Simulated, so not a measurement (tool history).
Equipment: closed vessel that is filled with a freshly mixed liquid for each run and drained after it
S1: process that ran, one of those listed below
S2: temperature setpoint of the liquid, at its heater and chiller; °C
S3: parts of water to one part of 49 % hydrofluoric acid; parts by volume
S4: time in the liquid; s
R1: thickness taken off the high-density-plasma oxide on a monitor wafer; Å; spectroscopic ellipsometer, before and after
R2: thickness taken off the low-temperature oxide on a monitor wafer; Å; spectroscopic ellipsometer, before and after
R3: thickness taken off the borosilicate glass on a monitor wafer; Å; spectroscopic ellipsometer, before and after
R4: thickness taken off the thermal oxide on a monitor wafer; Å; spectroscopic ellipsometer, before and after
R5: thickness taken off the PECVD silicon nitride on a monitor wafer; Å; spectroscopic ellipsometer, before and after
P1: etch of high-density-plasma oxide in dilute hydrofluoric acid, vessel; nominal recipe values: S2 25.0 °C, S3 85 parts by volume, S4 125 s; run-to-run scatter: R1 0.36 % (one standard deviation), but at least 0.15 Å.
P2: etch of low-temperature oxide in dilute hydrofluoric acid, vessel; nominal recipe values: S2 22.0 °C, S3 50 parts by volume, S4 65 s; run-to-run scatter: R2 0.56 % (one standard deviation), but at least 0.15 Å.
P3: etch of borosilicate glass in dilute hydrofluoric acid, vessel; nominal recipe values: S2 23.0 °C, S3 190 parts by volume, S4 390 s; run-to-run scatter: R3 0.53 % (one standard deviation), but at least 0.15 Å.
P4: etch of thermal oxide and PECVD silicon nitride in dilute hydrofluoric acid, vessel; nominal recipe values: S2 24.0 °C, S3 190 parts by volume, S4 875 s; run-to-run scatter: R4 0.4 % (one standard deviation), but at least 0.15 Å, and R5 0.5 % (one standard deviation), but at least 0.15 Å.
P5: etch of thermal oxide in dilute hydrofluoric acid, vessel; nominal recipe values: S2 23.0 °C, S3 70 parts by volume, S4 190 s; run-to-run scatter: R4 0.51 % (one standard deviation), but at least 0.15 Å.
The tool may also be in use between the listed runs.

| run | hour | S1 | S2 | S3 | S4 | R1 | R2 | R3 | R4 | R5 |
|---|---|---|---|---|---|---|---|---|---|---|
| 1 | 10.5 | P1 | 25.0 | 85 | 125 | 80.908 |  |  |  |  |
| 2 | 18.5 | P1 | 29.0 | 85 | 30 | 22.429 |  |  |  |  |
| 3 | 33.9 | P1 | 25.0 | 20 | 235 | 702.630 |  |  |  |  |
| 4 | 43.4 | P2 | 22.0 | 50 | 125 |  | 596.65 |  |  |  |
| 5 | 54.3 | P1 | 30.0 | 85 | 125 | 97.604 |  |  |  |  |
| 6 | 62.3 | P3 | 23.0 | 95 | 390 |  |  | 929.77 |  |  |
|  | 76.8 | hydrofluoric acid flow meter replaced |
| 7 | 77.5 | P1 | 25.0 | 85 | 30 | 19.281 |  |  |  |  |
| 8 | 89.5 | P3 | 23.0 | 190 | 745 |  |  | 798.09 |  |  |
| 9 | 100.9 | P3 | 23.0 | 190 | 390 |  |  | 423.27 |  |  |
| 10 | 112.7 | P4 | 28.5 | 190 | 875 |  |  |  | 226.300 | 117.41 |
| 11 | 120.8 | P5 | 17.0 | 70 | 190 |  |  |  | 99.521 |  |
| 12 | 135.2 | P1 | 25.0 | 85 | 210 | 135.370 |  |  |  |  |
| 13 | 145.5 | P2 | 27.0 | 50 | 65 |  | 383.98 |  |  |  |
| 14 | 159.9 | P1 | 25.0 | 85 | 125 | 80.750 |  |  |  |  |
| 15 | 172.5 | P1 | 25.0 | 85 | 125 | 80.613 |  |  |  |  |
| 16 | 185.2 | P1 | 25.0 | 20 | 125 | 375.410 |  |  |  |  |
| 17 | 192.3 | P1 | 25.0 | 85 | 125 | 80.322 |  |  |  |  |
| 18 | 203.3 | P5 | 23.0 | 70 | 360 |  |  |  | 246.340 |  |
| 19 | 217.6 | P3 | 23.0 | 190 | 390 |  |  | 418.84 |  |  |
| 20 | 227.5 | P2 | 22.0 | 50 | 65 |  | 309.84 |  |  |  |
| 21 | 242.6 | P3 | 17.5 | 190 | 390 |  |  | 336.90 |  |  |
| 22 | 254.6 | P5 | 23.0 | 105 | 190 |  |  |  | 82.507 |  |

The next listed run, before its measurement:
| 23 | 267.6 | P4 | 24.0 | 190 | 1560 |  |  |  | ? | ? |

R4: 341.290 Å
R5: 157.51 Å
